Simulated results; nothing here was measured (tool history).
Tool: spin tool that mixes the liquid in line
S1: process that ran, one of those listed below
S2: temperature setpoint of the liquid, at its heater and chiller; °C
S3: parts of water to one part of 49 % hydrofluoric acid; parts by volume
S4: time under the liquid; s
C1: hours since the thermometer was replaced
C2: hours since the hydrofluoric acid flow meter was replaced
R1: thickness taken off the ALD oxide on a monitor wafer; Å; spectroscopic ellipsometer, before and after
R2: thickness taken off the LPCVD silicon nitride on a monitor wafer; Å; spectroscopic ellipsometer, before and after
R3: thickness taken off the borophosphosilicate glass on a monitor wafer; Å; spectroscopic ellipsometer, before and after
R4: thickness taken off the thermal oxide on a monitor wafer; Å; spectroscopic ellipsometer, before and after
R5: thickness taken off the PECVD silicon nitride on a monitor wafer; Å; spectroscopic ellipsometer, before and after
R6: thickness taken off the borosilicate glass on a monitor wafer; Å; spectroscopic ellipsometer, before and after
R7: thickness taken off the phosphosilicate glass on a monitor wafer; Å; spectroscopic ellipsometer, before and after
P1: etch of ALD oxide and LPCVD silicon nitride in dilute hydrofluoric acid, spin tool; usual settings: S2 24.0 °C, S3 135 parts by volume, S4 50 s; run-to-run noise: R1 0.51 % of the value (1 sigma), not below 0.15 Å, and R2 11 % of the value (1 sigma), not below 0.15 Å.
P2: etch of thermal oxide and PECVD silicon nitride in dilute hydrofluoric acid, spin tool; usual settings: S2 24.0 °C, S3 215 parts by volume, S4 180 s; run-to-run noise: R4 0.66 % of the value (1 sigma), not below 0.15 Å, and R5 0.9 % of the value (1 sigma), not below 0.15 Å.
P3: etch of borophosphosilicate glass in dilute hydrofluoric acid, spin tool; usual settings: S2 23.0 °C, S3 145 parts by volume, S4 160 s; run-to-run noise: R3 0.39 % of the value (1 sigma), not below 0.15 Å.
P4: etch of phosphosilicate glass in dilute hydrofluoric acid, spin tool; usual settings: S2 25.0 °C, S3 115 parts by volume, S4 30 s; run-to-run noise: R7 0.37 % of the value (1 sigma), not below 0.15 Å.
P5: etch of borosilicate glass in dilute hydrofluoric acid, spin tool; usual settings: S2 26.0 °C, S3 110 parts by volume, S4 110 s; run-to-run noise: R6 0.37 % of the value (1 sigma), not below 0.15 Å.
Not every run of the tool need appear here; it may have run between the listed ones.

run 1 hour=5.2 | S1=P1 S2=24.0 S3=135 S4=50 | C1=420.5 C2=266.5 | R1=106.510 R2=2.15190
run 2 hour=11.0 | S1=P1 S2=24.0 S3=135 S4=15 | C1=426.3 C2=272.3 | R1=31.927 R2=0.86012
run 3 hour=19.3 | S1=P1 S2=24.0 S3=135 S4=50 | C1=434.6 C2=280.6 | R1=106.380 R2=1.90790
run 4 hour=24.3 | S1=P3 S2=23.0 S3=145 S4=160 | C1=439.6 C2=285.6 | R3=312.560
run 5 hour=30.5 | S1=P2 S2=24.0 S3=215 S4=310 | C1=445.8 C2=291.8 | R4=57.873 R5=46.879
run 6 hour=37.2 | S1=P2 S2=24.0 S3=380 S4=180 | C1=452.5 C2=298.5 | R4=16.047 R5=15.261
run 7 hour=46.3 | S1=P5 S2=26.0 S3=110 S4=110 | C1=461.6 C2=307.6 | R6=377.77
run 8 hour=53.3 | S1=P1 S2=24.0 S3=235 S4=50 | C1=468.6 C2=314.6 | R1=54.776 R2=1.45540
run 9 hour=59.7 | S1=P1 S2=32.5 S3=135 S4=50 | C1=475.0 C2=321.0 | R1=146.160 R2=2.79090
run 10 hour=69.8 | S1=P3 S2=23.0 S3=240 S4=160 | C1=485.1 C2=331.1 | R3=169.620
run 11 hour=78.7 | S1=P3 S2=23.0 S3=145 S4=160 | C1=494.0 C2=340.0 | R3=311.340
run 12 hour=88.4 | S1=P1 S2=24.0 S3=55 S4=50 | C1=503.7 C2=349.7 | R1=288.370 R2=4.55360
run 13 hour=94.8 | S1=P3 S2=23.0 S3=145 S4=35 | C1=510.1 C2=356.1 | R3=68.212
run 14 hour=103.8 | S1=P2 S2=31.0 S3=215 S4=180 | C1=519.1 C2=365.1 | R4=43.281 R5=41.852
run 15 hour=112.6 | S1=P1 S2=18.0 S3=135 S4=50 | C1=527.9 C2=373.9 | R1=83.751 R2=1.13260
run 16 hour=121.4 | S1=P1 S2=24.0 S3=80 S4=85 | C1=536.7 C2=382.7 | R1=325.820 R2=5.68890
run 17 hour=129.1 | S1=P4 S2=18.0 S3=115 S4=30 | C1=544.4 C2=390.4 | R7=411.16
run 18 hour=138.8 | S1=P1 S2=24.0 S3=135 S4=50 | C1=554.1 C2=400.1 | R1=106.630 R2=1.41570
run 19 hour=148.1 | S1=P1 S2=24.0 S3=135 S4=80 | C1=563.4 C2=409.4 | R1=172.370 R2=3.09450
run 20 hour=156.7 | S1=P2 S2=24.0 S3=215 S4=180 | C1=572.0 C2=418.0 | R4=34.215 R5=27.518
run 21 hour=166.9 | S1=P5 S2=21.0 S3=110 S4=110 | C1=582.2 C2=428.2 | R6=309.69
run 22 hour=176.3 | S1=P4 S2=25.0 S3=115 S4=30 | C1=591.6 C2=437.6 | R7=548.79
run 23 hour=184.6 | S1=P4 S2=25.0 S3=165 S4=30 | C1=599.9 C2=445.9 | R7=357.65
run 24 hour=190.3 | S1=P4 S2=25.0 S3=115 S4=15 | C1=605.6 C2=451.6 | R7=273.37
run 25 hour=200.6 | S1=P5 S2=26.0 S3=45 S4=110 | C1=615.9 C2=461.9 | R6=1002.50
run 26 hour=209.0 | S1=P3 S2=30.5 S3=145 S4=160 | C1=624.3 C2=470.3 | R3=412.700
run 27 hour=215.3 | S1=P5 S2=26.0 S3=110 S4=160 | C1=630.6 C2=476.6 | R6=547.85
run 28 hour=221.8 | S1=P4 S2=25.0 S3=115 S4=30 | C1=637.1 C2=483.1 | R7=547.61
run 29 hour=231.6 | S1=P1 S2=27.5 S3=135 S4=15 | C1=646.9 C2=492.9 | R1=36.656 R2=0.58871
run 30 hour=239.4 | S1=P2 S2=24.0 S3=215 S4=180 | C1=654.7 C2=500.7 | R4=34.380 R5=27.386
run 31 hour=245.1 | S1=P1 S2=24.0 S3=135 S4=50 | C1=660.4 C2=506.4 | R1=106.680 R2=1.90510
run 32 hour=255.1 | S1=P5 S2=26.0 S3=110 S4=110 | C1=670.4 C2=516.4 | R6=378.11
run 33 hour=262.0 | S1=P1 S2=31.5 S3=65 S4=50 | C1=677.3 C2=523.3 | R1=326.330 R2=6.70950
run 34 hour=269.5 | S1=P1 S2=24.0 S3=135 S4=50 | C1=684.8 C2=530.8 | R1=106.470 R2=2.24010
run 35 hour=274.8 | S1=P1 S2=24.0 S3=135 S4=50 | C1=690.1 C2=536.1 | R1=107.830 R2=2.35950
run 36 hour=283.8 | S1=P1 S2=24.0 S3=135 S4=50 | C1=699.1 C2=545.1 | R1=109.820 R2=2.17700
run 37 hour=292.0 | S1=P1 S2=24.0 S3=135 S4=50 | C1=707.3 C2=553.3 | R1=111.700 R2=1.87340
run 38 hour=297.9 | S1=P1 S2=24.0 S3=135 S4=50 | C1=713.2 C2=559.2 | R1=111.670 R2=2.08860
run 39 hour=307.4 | S1=P1 S2=24.0 S3=135 S4=50 | C1=722.7 C2=568.7 | R1=112.480 R2=1.55060
run 40 hour=313.3 | S1=P1 S2=24.0 S3=135 S4=50 | C1=728.6 C2=574.6 | R1=111.030 R2=2.20470
run 41 hour=320.7 | S1=P1 S2=24.0 S3=135 S4=50 | C1=736.0 C2=582.0 | R1=111.900 R2=2.27050

P1 no longer gives what it gave before; its output has crept away from where it was. The following 2 causes, each at its listed size, fit the log equally well:
A: hydrofluoric acid flow above the setpoint (%) = 4.69
B: liquid hotter than its thermometer reads (K) = 1.38
Onset of the creep was near hour 269.5.

Which of the check runs below tells the causes apart, meaning the causes would give it clearly different results? Each run uses 5 wafers whose results are averaged, and each result is shown as a question mark.
run check 1 hour=328.1 | S1=P3 S2=23.0 S3=145 S4=160 | R3=?
run check 2 hour=328.1 | S1=P5 S2=26.0 S3=110 S4=110 | R6=?
run check 3 hour=328.1 | S1=P4 S2=25.0 S3=115 S4=30 | R7=?
run check 4 hour=328.1 | S1=P2 S2=24.0 S3=215 S4=180 | R4=? R5=?

How each check would come out, cause by cause:
check=check_1 result=R3 if_A=328.200 if_B=328.170
check=check_2 result=R6 if_A=396.38 if_B=396.69
check=check_3 result=R7 if_A=574.44 if_B=575.05
check=check_4 result=R4 if_A=35.819 if_B=35.607
check=check_4 result=R5 if_A=28.668 if_B=29.864
Gap, in per cent, between the two causes that each check separates least, read from the result that separates them most: check 1 0.01 %; check 2 0.08 %; check 3 0.11 %; check 4 4.08 %
Check 4 tells the causes apart: in the others they would give nearly the same result.

Check 4 was carried out, with these results: R4 35.932 Å; R5 28.705 Å. Which of the listed causes is responsible?

It is A: hydrofluoric acid flow above the setpoint (%).

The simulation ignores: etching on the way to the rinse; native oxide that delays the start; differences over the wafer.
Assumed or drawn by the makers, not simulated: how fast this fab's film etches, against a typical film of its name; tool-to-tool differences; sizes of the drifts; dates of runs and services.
